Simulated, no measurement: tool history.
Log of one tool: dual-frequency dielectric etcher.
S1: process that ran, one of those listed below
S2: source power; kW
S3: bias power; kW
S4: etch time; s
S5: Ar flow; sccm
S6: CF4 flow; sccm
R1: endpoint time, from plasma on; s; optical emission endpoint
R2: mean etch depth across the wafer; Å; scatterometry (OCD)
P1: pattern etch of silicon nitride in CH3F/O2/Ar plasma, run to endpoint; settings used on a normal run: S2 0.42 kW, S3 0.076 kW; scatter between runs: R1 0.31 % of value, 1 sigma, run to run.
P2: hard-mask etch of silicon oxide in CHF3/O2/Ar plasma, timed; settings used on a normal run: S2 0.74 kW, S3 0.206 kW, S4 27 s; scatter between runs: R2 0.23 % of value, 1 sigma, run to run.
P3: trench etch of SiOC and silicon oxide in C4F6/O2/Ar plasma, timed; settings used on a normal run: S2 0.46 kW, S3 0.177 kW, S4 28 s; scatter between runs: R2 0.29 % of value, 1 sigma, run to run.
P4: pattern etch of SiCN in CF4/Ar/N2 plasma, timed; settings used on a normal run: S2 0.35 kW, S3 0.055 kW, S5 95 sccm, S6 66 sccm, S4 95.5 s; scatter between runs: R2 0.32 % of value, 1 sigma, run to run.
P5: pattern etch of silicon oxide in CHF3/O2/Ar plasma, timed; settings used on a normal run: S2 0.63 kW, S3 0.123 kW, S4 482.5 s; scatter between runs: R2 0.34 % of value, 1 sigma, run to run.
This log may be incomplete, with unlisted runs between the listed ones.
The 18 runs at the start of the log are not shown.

run   hour  S1    S2     S3     S4   S5  S6      R1      R2
 19  279.3  P5  0.63  0.123  482.5                   8586.7
 20  290.5  P2  0.54  0.206     27                   537.48
 21    306  P1  0.42  0.076                  61.343
 22    322  P4  0.35  0.055   95.5   95  86           617.4
 23  333.3  P1  0.42  0.105                   54.66
 24  346.6  P4  0.35  0.055   95.5  114  66          578.14
 25  365.1  P3  0.46  0.177     28                   583.75
 26  379.4  P4  0.35  0.077   95.5   95  66          666.06
 27  397.2  P2  0.74  0.206   38.5                   865.69

Expected results for the next run?
 28  406.3  P4  0.35  0.055  95.5  95  66       ?

Run 28 yielded R2 596.74 Å.

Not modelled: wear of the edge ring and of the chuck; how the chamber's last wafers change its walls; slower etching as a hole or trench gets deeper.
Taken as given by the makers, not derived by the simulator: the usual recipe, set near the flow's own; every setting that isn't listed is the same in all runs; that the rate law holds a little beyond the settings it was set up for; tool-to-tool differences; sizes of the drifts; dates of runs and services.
